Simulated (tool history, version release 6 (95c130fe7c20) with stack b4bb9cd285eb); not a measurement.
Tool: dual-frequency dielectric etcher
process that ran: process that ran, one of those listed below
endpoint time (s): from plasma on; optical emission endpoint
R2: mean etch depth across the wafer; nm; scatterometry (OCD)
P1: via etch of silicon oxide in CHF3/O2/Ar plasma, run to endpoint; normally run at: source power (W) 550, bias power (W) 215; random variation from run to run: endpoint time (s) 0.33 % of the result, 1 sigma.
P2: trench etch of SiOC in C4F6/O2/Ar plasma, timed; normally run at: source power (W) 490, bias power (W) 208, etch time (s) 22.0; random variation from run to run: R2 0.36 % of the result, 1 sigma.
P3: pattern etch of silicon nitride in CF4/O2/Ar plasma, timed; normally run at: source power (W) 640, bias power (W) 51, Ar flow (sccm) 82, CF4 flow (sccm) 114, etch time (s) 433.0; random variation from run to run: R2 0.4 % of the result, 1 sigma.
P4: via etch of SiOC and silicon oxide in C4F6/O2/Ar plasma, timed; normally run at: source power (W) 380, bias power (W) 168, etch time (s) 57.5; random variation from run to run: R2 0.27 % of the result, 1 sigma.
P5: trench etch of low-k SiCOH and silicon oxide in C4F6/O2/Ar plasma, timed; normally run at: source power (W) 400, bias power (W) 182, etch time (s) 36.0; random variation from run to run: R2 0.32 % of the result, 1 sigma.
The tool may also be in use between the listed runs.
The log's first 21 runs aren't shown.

Run 22, hour 142.0: process that ran P1, source power (W) 550, bias power (W) 215. Result: endpoint time (s) 393.70.
Run 23, hour 151.6: process that ran P4, source power (W) 380, bias power (W) 227, etch time (s) 57.5. Result: R2 69.791 nm.
Run 24, hour 158.4: process that ran P3, source power (W) 640, bias power (W) 51, etch time (s) 433.0, Ar flow (sccm) 82, CF4 flow (sccm) 114. Result: R2 1068.900 nm.
Run 25, hour 167.6: process that ran P4, source power (W) 380, bias power (W) 168, etch time (s) 57.5. Result: R2 63.445 nm.
Run 26, hour 171.9: process that ran P1, source power (W) 420, bias power (W) 215. Result: endpoint time (s) 436.59.
Run 27, hour 178.4: process that ran P3, source power (W) 390, bias power (W) 51, etch time (s) 433.0, Ar flow (sccm) 82, CF4 flow (sccm) 114. Result: R2 690.330 nm.
Run 28, hour 183.7: process that ran P3, source power (W) 640, bias power (W) 51, etch time (s) 587.5, Ar flow (sccm) 82, CF4 flow (sccm) 114. Result: R2 1435.600 nm.
Run 29, hour 193.2: process that ran P1, source power (W) 550, bias power (W) 291. Result: endpoint time (s) 353.62.
Run 30, hour 200.0: process that ran P4, source power (W) 530, bias power (W) 168, etch time (s) 57.5. Result: R2 71.997 nm.
Run 31, hour 206.4: process that ran P4, source power (W) 380, bias power (W) 168, etch time (s) 44.5. Result: R2 48.791 nm.
Run 32, hour 216.1: process that ran P1, source power (W) 550, bias power (W) 215. Result: endpoint time (s) 394.12.
Run 33, hour 220.3: process that ran P1, source power (W) 550, bias power (W) 215. Result: endpoint time (s) 393.53.
Run 34, hour 225.9: process that ran P1, source power (W) 550, bias power (W) 215. Result: endpoint time (s) 395.20.
Run 35, hour 230.2: process that ran P1, source power (W) 550, bias power (W) 215. Result: endpoint time (s) 396.79.
Run 36, hour 239.8: process that ran P1, source power (W) 550, bias power (W) 215. Result: endpoint time (s) 400.59.
At hour 239.9: wet clean of the chamber.
Run 37, hour 246.8: process that ran P1, source power (W) 550, bias power (W) 215. Result: endpoint time (s) 400.32.
Run 38, hour 255.9: process that ran P1, source power (W) 550, bias power (W) 215. Result: endpoint time (s) 399.22.
Run 39, hour 263.8: process that ran P1, source power (W) 550, bias power (W) 215. Result: endpoint time (s) 398.12.

Run 40 comes next. What will it give?
Run 40, hour 272.7: process that ran P1, source power (W) 550, bias power (W) 215. Result: endpoint time (s) ?.

{"run 40": {"endpoint time (s)": 403.54}}
